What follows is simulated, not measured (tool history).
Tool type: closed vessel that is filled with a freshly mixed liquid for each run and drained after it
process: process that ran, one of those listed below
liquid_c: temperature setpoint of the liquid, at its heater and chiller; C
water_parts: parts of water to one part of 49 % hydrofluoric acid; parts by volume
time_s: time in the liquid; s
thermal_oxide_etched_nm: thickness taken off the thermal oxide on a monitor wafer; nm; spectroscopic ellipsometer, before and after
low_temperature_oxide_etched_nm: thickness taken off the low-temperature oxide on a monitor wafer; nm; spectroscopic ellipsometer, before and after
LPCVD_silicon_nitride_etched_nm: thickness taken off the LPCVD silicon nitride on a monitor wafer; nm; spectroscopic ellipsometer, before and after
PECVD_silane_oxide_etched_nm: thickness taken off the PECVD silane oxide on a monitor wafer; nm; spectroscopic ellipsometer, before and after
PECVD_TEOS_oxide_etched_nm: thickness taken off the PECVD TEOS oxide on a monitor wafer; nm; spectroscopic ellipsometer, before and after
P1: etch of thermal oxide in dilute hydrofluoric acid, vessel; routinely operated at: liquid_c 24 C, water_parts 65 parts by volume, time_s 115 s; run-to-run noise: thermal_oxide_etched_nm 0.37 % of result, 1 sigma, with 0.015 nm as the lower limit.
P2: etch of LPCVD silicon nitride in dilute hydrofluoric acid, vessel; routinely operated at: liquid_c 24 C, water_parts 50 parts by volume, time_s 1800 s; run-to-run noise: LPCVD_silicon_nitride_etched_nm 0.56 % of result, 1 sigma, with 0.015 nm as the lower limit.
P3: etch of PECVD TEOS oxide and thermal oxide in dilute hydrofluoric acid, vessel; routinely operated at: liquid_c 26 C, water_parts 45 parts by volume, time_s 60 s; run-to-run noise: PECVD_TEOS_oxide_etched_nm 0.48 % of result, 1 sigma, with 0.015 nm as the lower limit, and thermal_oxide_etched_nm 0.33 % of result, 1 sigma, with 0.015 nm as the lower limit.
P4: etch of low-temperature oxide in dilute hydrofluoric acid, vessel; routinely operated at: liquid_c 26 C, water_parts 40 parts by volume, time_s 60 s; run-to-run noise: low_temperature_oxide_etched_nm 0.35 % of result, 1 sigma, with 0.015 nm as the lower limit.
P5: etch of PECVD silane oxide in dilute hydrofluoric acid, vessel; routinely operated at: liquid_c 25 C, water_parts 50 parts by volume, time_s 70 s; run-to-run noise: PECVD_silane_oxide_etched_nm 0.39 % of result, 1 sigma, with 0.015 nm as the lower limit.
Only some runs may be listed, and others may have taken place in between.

run	hour	process	liquid_c	water_parts	time_s	hours since the thermometer was replaced	hours since the hydrofluoric acid flow meter was replaced	thermal_oxide_etched_nm	low_temperature_oxide_etched_nm	LPCVD_silicon_nitride_etched_nm	PECVD_silane_oxide_etched_nm	PECVD_TEOS_oxide_etched_nm
1	15.4	P1	24	65	115	431.3	1332.3	8.0298				
2	31.1	P4	26	40	30	447	1348		29.05			
3	39.6	P1	24	65	115	455.5	1356.5	8.0394				
# hour 43.7: hydrofluoric acid flow meter replaced
4	51.5	P4	26	40	60	467.4	7.9		58.549			
5	68.7	P2	24	50	3170	484.6	25.1			29.863		
6	80.3	P5	25	50	70	496.2	36.7				26.097	
7	94	P5	25	50	70	509.9	50.4				26.193	
8	104.5	P5	25	50	130	520.4	60.9				48.369	
9	118.6	P1	24	65	30	534.5	75	2.1141				
10	130	P3	19	45	60	545.9	86.4	5.5275				18.781
11	141.9	P1	24	65	115	557.8	98.3	8.0393				
12	156.3	P1	24	40	30	572.2	112.7	3.5484				
13	171.9	P2	24	50	1800	587.8	128.3			17.042		
14	186.7	P1	24	100	115	602.6	143.1	5.0139				
15	202.2	P1	24	65	115	618.1	158.6	8.068				
16	216.2	P3	26	25	60	632.1	172.6	13.696				46.465
17	229.6	P1	24	45	115	645.5	186	11.934				
18	238	P1	29.5	65	65	653.9	194.4	5.6561				
19	250.8	P5	32.5	50	70	666.7	207.2				35.328	
20	264.6	P5	25	70	70	680.5	221				18.206	
21	273.7	P1	24	65	115	689.6	230.1	8.0881				
22	284.9	P2	24	90	1800	700.8	241.3			9.5856		
23	302	P4	26	60	60	717.9	258.4		37.971			
24	311.1	P1	24	65	115	727	267.5	8.1323				
25	322.1	P3	26	45	30	738	278.5	3.6784				12.608
26	338.5	P1	27.5	65	115	754.4	294.9	9.2673				
27	353.1	P2	28.5	50	1800	769	309.5			22.987		
28	361.6	P3	26	45	60	777.5	318	7.3568				25.256
29	373.9	P1	28.5	20	115	789.8	330.3	33.436				
30	386.5	P1	19.5	65	115	802.4	342.9	6.6924				
31	403.6	P4	20.5	40	60	819.5	360		46.263			
32	418.8	P1	24	65	220	834.7	375.2	15.476				
33	435.6	P1	24	65	115	851.5	392	8.1612				
34	444.5	P1	24	65	115	860.4	400.9	8.3159				
35	460.3	P1	24	65	115	876.2	416.7	8.5479				
36	478.5	P1	24	65	115	894.4	434.9	8.6667				
37	490.3	P1	24	65	115	906.2	446.7	8.747				
38	505.3	P1	24	65	115	921.2	461.7	8.6649				
39	515.5	P1	24	65	115	931.4	471.9	8.7995				

P1 has crept away from where it was. The log is fitted equally well by each of these 2 causes, at the sizes shown:
A: liquid hotter than its thermometer reads (K) = 2.02
B: hydrofluoric acid flow above the setpoint (%) = 7.82
The process output started creeping at around hour 435.6.

Of the 4 check runs listed below, each run on one wafer and each result written as a question mark, which would let you distinguish the listed causes because they would give clearly different results?
check 1	525.7	P2	24	50	1800					?		
check 2	525.7	P5	25	50	70						?	
check 3	525.7	P4	26	40	60				?			
check 4	525.7	P3	26	45	60			?				?

What every check run would give for each of its results, assuming each possible cause in turn:
check	result	if A	if B
check 1	LPCVD_silicon_nitride_etched_nm	19.49	18.328
check 2	PECVD_silane_oxide_etched_nm	28.438	28.395
check 3	low_temperature_oxide_etched_nm	63.176	63.015
check 4	thermal_oxide_etched_nm	8.0192	8.0052
check 4	PECVD_TEOS_oxide_etched_nm	27.308	27.261
How far apart the two closest causes lie, in the result that separates them most: check 1 6.15 %; check 2 0.15 %; check 3 0.25 %; check 4 0.17 %
Check 1 tells the causes apart: in the others they would give nearly the same result.

Running check 1 produced the following: LPCVD_silicon_nitride_etched_nm 19.511 nm. Which one of the listed causes fits?

A is the cause: liquid hotter than its thermometer reads (K).
